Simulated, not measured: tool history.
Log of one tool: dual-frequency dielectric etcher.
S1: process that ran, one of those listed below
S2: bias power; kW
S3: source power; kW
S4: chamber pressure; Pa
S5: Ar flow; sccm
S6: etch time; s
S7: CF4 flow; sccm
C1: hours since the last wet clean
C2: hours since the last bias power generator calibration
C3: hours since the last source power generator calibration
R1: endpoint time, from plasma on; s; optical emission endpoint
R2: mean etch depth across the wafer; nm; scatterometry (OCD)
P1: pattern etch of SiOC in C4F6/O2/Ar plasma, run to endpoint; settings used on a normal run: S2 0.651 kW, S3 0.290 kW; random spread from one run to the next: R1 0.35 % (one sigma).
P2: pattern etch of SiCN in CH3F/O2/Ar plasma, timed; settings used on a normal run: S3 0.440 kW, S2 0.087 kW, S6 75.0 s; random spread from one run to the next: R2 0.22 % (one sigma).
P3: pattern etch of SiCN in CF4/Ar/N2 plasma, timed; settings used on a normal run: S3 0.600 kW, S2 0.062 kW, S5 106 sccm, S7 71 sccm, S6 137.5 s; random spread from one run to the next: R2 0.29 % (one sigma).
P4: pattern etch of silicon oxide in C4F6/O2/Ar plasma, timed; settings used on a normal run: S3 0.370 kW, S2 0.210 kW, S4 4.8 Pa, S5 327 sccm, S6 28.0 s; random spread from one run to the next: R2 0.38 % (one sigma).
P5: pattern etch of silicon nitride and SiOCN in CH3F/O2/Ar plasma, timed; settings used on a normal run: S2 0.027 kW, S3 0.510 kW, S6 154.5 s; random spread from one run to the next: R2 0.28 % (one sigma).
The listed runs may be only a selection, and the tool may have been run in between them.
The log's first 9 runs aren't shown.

{"run": 10, "hour": 141.3, "S1": "P1", "S2": 0.651, "S3": 0.29, "C1": 548.4, "C2": 1534.2, "C3": 1754.2, "R1": 13.324}
{"run": 11, "hour": 152.8, "S1": "P3", "S2": 0.062, "S3": 0.6, "S5": 106, "S6": 192.0, "S7": 71, "C1": 559.9, "C2": 1545.7, "C3": 1765.7, "R2": 191.15}
{"run": 12, "hour": 165.7, "S1": "P4", "S2": 0.13, "S3": 0.37, "S4": 4.8, "S5": 327, "S6": 28.0, "C1": 572.8, "C2": 1558.6, "C3": 1778.6, "R2": 75.72}
{"run": 13, "hour": 181.8, "S1": "P3", "S2": 0.046, "S3": 0.6, "S5": 106, "S6": 137.5, "S7": 71, "C1": 588.9, "C2": 1574.7, "C3": 1794.7, "R2": 125.12}
{"run": 14, "hour": 197.4, "S1": "P1", "S2": 0.418, "S3": 0.29, "C1": 604.5, "C2": 1590.3, "C3": 1810.3, "R1": 15.733}
{"run": 15, "hour": 209.0, "S1": "P1", "S2": 0.651, "S3": 0.29, "C1": 616.1, "C2": 1601.9, "C3": 1821.9, "R1": 13.359}
{"run": 16, "hour": 224.5, "S1": "P1", "S2": 0.651, "S3": 0.23, "C1": 631.6, "C2": 1617.4, "C3": 1837.4, "R1": 14.555}
{"run": 17, "hour": 235.3, "S1": "P1", "S2": 0.796, "S3": 0.19, "C1": 642.4, "C2": 1628.2, "C3": 1848.2, "R1": 14.325}
{"run": 18, "hour": 246.3, "S1": "P2", "S2": 0.087, "S3": 0.44, "S6": 75.0, "C1": 653.4, "C2": 1639.2, "C3": 1859.2, "R2": 31.803}
{"run": 19, "hour": 262.5, "S1": "P1", "S2": 0.651, "S3": 0.29, "C1": 669.6, "C2": 1655.4, "C3": 1875.4, "R1": 13.436}
{"run": 20, "hour": 280.2, "S1": "P5", "S2": 0.027, "S3": 0.37, "S6": 154.5, "C1": 687.3, "C2": 1673.1, "C3": 1893.1, "R2": 21.683}
{"run": 21, "hour": 296.9, "S1": "P3", "S2": 0.062, "S3": 0.6, "S5": 106, "S6": 137.5, "S7": 89, "C1": 704.0, "C2": 1689.8, "C3": 1909.8, "R2": 142.95}
{"run": 22, "hour": 309.2, "S1": "P5", "S2": 0.038, "S3": 0.51, "S6": 154.5, "C1": 716.3, "C2": 1702.1, "C3": 1922.1, "R2": 28.523}
{"run": 23, "hour": 324.0, "S1": "P3", "S2": 0.062, "S3": 0.76, "S5": 106, "S6": 137.5, "S7": 71, "C1": 731.1, "C2": 1716.9, "C3": 1936.9, "R2": 169.34}
{"run": 24, "hour": 342.6, "S1": "P2", "S2": 0.117, "S3": 0.44, "S6": 75.0, "C1": 749.7, "C2": 1735.5, "C3": 1955.5, "R2": 35.636}

What does the tool deliver on the next run?
{"run": 25, "hour": 357.2, "S1": "P2", "S2": 0.087, "S3": 0.26, "S6": 75.0, "C1": 764.3, "C2": 1750.1, "C3": 1970.1, "R2": "?"}

R2: 26.283 nm

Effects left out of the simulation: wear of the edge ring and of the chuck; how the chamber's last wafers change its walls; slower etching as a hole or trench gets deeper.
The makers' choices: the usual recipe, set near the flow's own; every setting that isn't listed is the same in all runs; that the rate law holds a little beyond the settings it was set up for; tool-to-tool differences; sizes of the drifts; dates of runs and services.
